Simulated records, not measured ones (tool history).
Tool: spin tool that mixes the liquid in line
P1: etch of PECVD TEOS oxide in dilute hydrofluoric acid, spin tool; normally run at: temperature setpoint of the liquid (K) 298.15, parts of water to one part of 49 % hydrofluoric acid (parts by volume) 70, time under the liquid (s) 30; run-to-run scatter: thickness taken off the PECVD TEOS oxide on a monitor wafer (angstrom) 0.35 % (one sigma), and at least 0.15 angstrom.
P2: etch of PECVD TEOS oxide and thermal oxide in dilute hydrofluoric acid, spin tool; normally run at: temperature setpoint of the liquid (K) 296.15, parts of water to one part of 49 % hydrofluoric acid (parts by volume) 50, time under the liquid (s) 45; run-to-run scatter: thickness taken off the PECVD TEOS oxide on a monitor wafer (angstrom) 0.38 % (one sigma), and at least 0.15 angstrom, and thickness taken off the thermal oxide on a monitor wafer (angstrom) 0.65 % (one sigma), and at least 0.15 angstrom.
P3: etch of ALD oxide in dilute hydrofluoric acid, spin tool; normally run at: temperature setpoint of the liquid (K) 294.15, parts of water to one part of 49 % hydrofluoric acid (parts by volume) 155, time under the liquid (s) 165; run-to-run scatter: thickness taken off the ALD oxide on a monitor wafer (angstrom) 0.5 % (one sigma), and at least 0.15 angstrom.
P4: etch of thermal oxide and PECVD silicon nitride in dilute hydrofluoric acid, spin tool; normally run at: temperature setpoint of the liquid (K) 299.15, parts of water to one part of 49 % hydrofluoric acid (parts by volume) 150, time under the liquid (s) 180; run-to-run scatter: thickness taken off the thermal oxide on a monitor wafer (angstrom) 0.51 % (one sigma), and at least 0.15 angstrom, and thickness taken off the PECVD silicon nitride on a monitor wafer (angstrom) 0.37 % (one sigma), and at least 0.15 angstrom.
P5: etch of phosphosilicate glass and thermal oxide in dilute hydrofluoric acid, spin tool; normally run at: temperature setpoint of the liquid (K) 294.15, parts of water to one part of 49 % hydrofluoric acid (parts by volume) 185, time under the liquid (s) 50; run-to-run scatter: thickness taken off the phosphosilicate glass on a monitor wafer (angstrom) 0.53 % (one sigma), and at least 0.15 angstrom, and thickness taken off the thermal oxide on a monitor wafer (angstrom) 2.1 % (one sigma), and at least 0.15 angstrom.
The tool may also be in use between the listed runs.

run  hour  process that ran  temperature setpoint of the liquid (K)  parts of water to one part of 49 % hydrofluoric acid (parts by volume)  time under the liquid (s)  thickness taken off the PECVD TEOS oxide on a monitor wafer (angstrom)  thickness taken off the thermal oxide on a monitor wafer (angstrom)  thickness taken off the ALD oxide on a monitor wafer (angstrom)  thickness taken off the PECVD silicon nitride on a monitor wafer (angstrom)  thickness taken off the phosphosilicate glass on a monitor wafer (angstrom)
  1   2.4                P1                                  298.15                                                                      70                         30                                                                  120.35
  2   6.5                P2                                  296.15                                                                      50                         45                                                                  81.372                                                               45.404
  3  11.5                P3                                  294.15                                                                     155                        165                                                                                                                                                                                                        86.564
  4  16.2                P4                                  299.15                                                                     150                        180                                                                                                                                       59.835                                                                                                                                        64.845
  5  19.9                P2                                  296.15                                                                      85                         45                                                                  46.042                                                               25.572
  6  23.2                P2                                  296.15                                                                      50                         20                                                                  36.402                                                               19.737
  7  27.9                P1                                  298.15                                                                      70                         15                                                                  59.925
  8    33                P1                                  298.15                                                                      70                         30                                                                  120.65
  9  35.6                P2                                  301.65                                                                      50                         45                                                                  102.54                                                               56.413
 10  39.6                P5                                  302.65                                                                     185                         50                                                                                                                                       14.698                                                                                                                                                                                                                     592.45
 11  42.2                P4                                  299.15                                                                      65                        180                                                                                                                                       153.15                                                                                                                                        147.74
 12  45.4                P1                                  298.15                                                                     105                         30                                                                  76.489
 13  48.7                P3                                  294.15                                                                     225                        165                                                                                                                                                                                                        55.527
 14  51.9                P4                                  299.15                                                                     150                        180                                                                                                                                       59.665                                                                                                                                        64.088
 15  55.8                P5                                  294.15                                                                     185                         50                                                                                                                                       10.863                                                                                                                                                                                                                     435.59
 16  58.8                P1                                  298.15                                                                      35                         30                                                                  252.59
 17  62.4                P4                                  299.15                                                                     150                        315                                                                                                                                       104.37                                                                                                                                        113.65
 18  67.1                P5                                  294.15                                                                     185                         80                                                                                                                                       17.761                                                                                                                                                                                                                     697.62
 19  70.8                P1                                  298.15                                                                      70                         30                                                                  120.17
 20  74.8                P1                                  306.15                                                                      70                         30                                                                  164.28
 21  79.3                P5                                  294.15                                                                      95                         50                                                                                                                                       22.989                                                                                                                                                                                                                     938.54

Run 22 comes next. What will it give?
 22  83.4                P3                                  294.15                                                                     155                         55                                                                                                                                                                                                             ?

{"run 22": {"thickness taken off the ALD oxide on a monitor wafer (angstrom)": 28.408}}
